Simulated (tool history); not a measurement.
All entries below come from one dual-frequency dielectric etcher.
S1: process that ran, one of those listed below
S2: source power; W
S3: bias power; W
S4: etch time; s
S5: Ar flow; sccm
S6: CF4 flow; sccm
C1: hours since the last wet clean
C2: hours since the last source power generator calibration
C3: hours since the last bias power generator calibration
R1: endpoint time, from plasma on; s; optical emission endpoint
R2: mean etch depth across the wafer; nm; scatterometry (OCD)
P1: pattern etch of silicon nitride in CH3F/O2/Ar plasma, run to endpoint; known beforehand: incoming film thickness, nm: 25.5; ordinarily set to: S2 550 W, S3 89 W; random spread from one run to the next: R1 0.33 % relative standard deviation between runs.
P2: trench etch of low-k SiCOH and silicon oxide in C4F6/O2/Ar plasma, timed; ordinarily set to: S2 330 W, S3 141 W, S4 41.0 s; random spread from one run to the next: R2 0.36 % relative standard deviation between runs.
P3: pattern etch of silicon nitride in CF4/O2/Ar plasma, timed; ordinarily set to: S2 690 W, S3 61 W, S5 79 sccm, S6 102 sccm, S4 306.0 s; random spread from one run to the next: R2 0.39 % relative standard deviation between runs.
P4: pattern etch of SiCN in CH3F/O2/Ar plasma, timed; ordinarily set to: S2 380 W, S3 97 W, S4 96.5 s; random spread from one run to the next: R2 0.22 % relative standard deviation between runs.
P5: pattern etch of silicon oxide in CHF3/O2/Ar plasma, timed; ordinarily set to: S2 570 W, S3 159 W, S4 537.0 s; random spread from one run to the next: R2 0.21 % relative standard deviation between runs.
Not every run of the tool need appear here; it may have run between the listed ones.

run 1 hour=5.7 | S1=P1 S2=550 S3=89 | C1=394.2 C2=902.4 C3=522.8 | R1=29.923
run 2 hour=15.1 | S1=P2 S2=330 S3=141 S4=41.0 | C1=403.6 C2=911.8 C3=532.2 | R2=111.130
run 3 hour=19.7 | S1=P3 S2=690 S3=61 S4=306.0 S5=79 S6=102 | C1=408.2 C2=916.4 C3=536.8 | R2=855.230
run 4 hour=28.4 | S1=P1 S2=450 S3=89 | C1=416.9 C2=925.1 C3=545.5 | R1=32.361
run 5 hour=35.5 | S1=P1 S2=740 S3=89 | C1=424.0 C2=932.2 C3=552.6 | R1=26.885
run 6 hour=44.1 | S1=P4 S2=380 S3=97 S4=96.5 | C1=432.6 C2=940.8 C3=561.2 | R2=39.141
run 7 hour=49.3 | S1=P5 S2=570 S3=159 S4=537.0 | C1=437.8 C2=946.0 C3=566.4 | R2=990.370
run 8 hour=56.5 | S1=P3 S2=690 S3=61 S4=306.0 S5=79 S6=65 | C1=445.0 C2=953.2 C3=573.6 | R2=807.130
run 9 hour=64.7 | S1=P1 S2=550 S3=70 | C1=453.2 C2=961.4 C3=581.8 | R1=32.420
run 10 hour=70.7 | S1=P4 S2=230 S3=97 S4=96.5 | C1=459.2 C2=967.4 C3=587.8 | R2=32.519
run 11 hour=76.7 | S1=P2 S2=330 S3=141 S4=41.0 | C1=465.2 C2=973.4 C3=593.8 | R2=111.030
run 12 hour=84.3 | S1=P3 S2=970 S3=61 S4=306.0 S5=79 S6=102 | C1=472.8 C2=981.0 C3=601.4 | R2=1145.700
run 13 hour=93.5 | S1=P1 S2=690 S3=68 | C1=482.0 C2=990.2 C3=610.6 | R1=29.984
run 14 hour=101.1 | S1=P3 S2=690 S3=61 S4=306.0 S5=96 S6=102 | C1=489.6 C2=997.8 C3=618.2 | R2=834.580
run 15 hour=107.9 | S1=P3 S2=690 S3=61 S4=413.0 S5=79 S6=102 | C1=496.4 C2=1004.6 C3=625.0 | R2=1145.200
run 16 hour=115.0 | S1=P5 S2=570 S3=159 S4=295.5 | C1=503.5 C2=1011.7 C3=632.1 | R2=547.050
run 17 hour=119.5 | S1=P4 S2=380 S3=97 S4=96.5 | C1=508.0 C2=1016.2 C3=636.6 | R2=39.050
-- hour=126.2 source power generator calibrated
run 18 hour=126.3 | S1=P2 S2=330 S3=93 S4=41.0 | C1=514.8 C2=0.2 C3=643.4 | R2=98.909
run 19 hour=132.6 | S1=P3 S2=690 S3=61 S4=306.0 S5=79 S6=102 | C1=521.1 C2=6.5 C3=649.7 | R2=847.040
run 20 hour=140.3 | S1=P5 S2=790 S3=159 S4=537.0 | C1=528.8 C2=14.2 C3=657.4 | R2=1120.600
run 21 hour=148.5 | S1=P2 S2=330 S3=141 S4=24.5 | C1=537.0 C2=22.4 C3=665.6 | R2=66.207
run 22 hour=153.6 | S1=P1 S2=550 S3=89 | C1=542.1 C2=27.5 C3=670.7 | R1=29.924
run 23 hour=159.7 | S1=P5 S2=570 S3=159 S4=537.0 | C1=548.2 C2=33.6 C3=676.8 | R2=990.800
run 24 hour=166.7 | S1=P5 S2=570 S3=191 S4=537.0 | C1=555.2 C2=40.6 C3=683.8 | R2=1053.000
run 25 hour=174.2 | S1=P1 S2=550 S3=89 | C1=562.7 C2=48.1 C3=691.3 | R1=29.923
run 26 hour=179.2 | S1=P1 S2=550 S3=89 | C1=567.7 C2=53.1 C3=696.3 | R1=30.058
run 27 hour=186.0 | S1=P1 S2=550 S3=110 | C1=574.5 C2=59.9 C3=703.1 | R1=27.794
run 28 hour=192.8 | S1=P4 S2=380 S3=71 S4=96.5 | C1=581.3 C2=66.7 C3=709.9 | R2=34.766
run 29 hour=198.6 | S1=P2 S2=270 S3=141 S4=41.0 | C1=587.1 C2=72.5 C3=715.7 | R2=102.660
run 30 hour=204.2 | S1=P4 S2=380 S3=97 S4=121.5 | C1=592.7 C2=78.1 C3=721.3 | R2=49.340
run 31 hour=210.8 | S1=P1 S2=550 S3=89 | C1=599.3 C2=84.7 C3=727.9 | R1=29.974
run 32 hour=217.7 | S1=P3 S2=690 S3=42 S4=306.0 S5=79 S6=102 | C1=606.2 C2=91.6 C3=734.8 | R2=746.220
run 33 hour=225.1 | S1=P1 S2=550 S3=89 | C1=613.6 C2=99.0 C3=742.2 | R1=29.932
run 34 hour=233.6 | S1=P1 S2=550 S3=89 | C1=622.1 C2=107.5 C3=750.7 | R1=29.749
run 35 hour=242.7 | S1=P1 S2=550 S3=89 | C1=631.2 C2=116.6 C3=759.8 | R1=29.658
-- hour=250.2 wet clean of the chamber
run 36 hour=250.9 | S1=P1 S2=550 S3=89 | C1=0.7 C2=124.8 C3=768.0 | R1=29.508
run 37 hour=255.8 | S1=P1 S2=550 S3=89 | C1=5.6 C2=129.7 C3=772.9 | R1=29.469
run 38 hour=264.1 | S1=P1 S2=550 S3=89 | C1=13.9 C2=138.0 C3=781.2 | R1=29.582
run 39 hour=270.2 | S1=P1 S2=550 S3=89 | C1=20.0 C2=144.1 C3=787.3 | R1=29.438
run 40 hour=275.6 | S1=P1 S2=550 S3=89 | C1=25.4 C2=149.5 C3=792.7 | R1=29.568

P1 has crept away from where it was. The log is fitted equally well by each of these 2 causes, at the sizes shown:
A: bias power that arrives over what is set, % = 4.78
B: source power that arrives over what is set, % = 4.46
The creep began at about hour 225.1.
What rules out each remaining cause:
chamber walls in a state that raises the etch rate, %: serviced at hour 250.2, which brought nothing back

Below are 4 check runs, each averaged over 2 wafers, with their results shown as question marks. Which of them would give clearly different results depending on which cause is behind the drift?
run check 1 hour=281.0 | S1=P4 S2=380 S3=97 S4=96.5 | R2=?
run check 2 hour=281.0 | S1=P2 S2=330 S3=141 S4=41.0 | R2=?
run check 3 hour=281.0 | S1=P5 S2=570 S3=159 S4=537.0 | R2=?
run check 4 hour=281.0 | S1=P3 S2=690 S3=61 S4=306.0 S5=79 S6=102 | R2=?

Outcome of each check run for each possible cause:
check=check_1 result=R2 if_A=39.745 if_B=39.684
check=check_2 result=R2 if_A=112.720 if_B=113.050
check=check_3 result=R2 if_A=1006.300 if_B=1007.600
check=check_4 result=R2 if_A=865.700 if_B=883.870
Gap, in per cent, between the two causes that each check separates least, read from the result that separates them most: check 1 0.15 %; check 2 0.29 %; check 3 0.14 %; check 4 2.08 %
The causes can be told apart only by check 4. The other checks would give nearly the same results under each of them.

Check 4 has now been run. It gave: R2 879.930 nm. Which of the candidate causes is it?

It was cause B: source power that arrives over what is set, %.

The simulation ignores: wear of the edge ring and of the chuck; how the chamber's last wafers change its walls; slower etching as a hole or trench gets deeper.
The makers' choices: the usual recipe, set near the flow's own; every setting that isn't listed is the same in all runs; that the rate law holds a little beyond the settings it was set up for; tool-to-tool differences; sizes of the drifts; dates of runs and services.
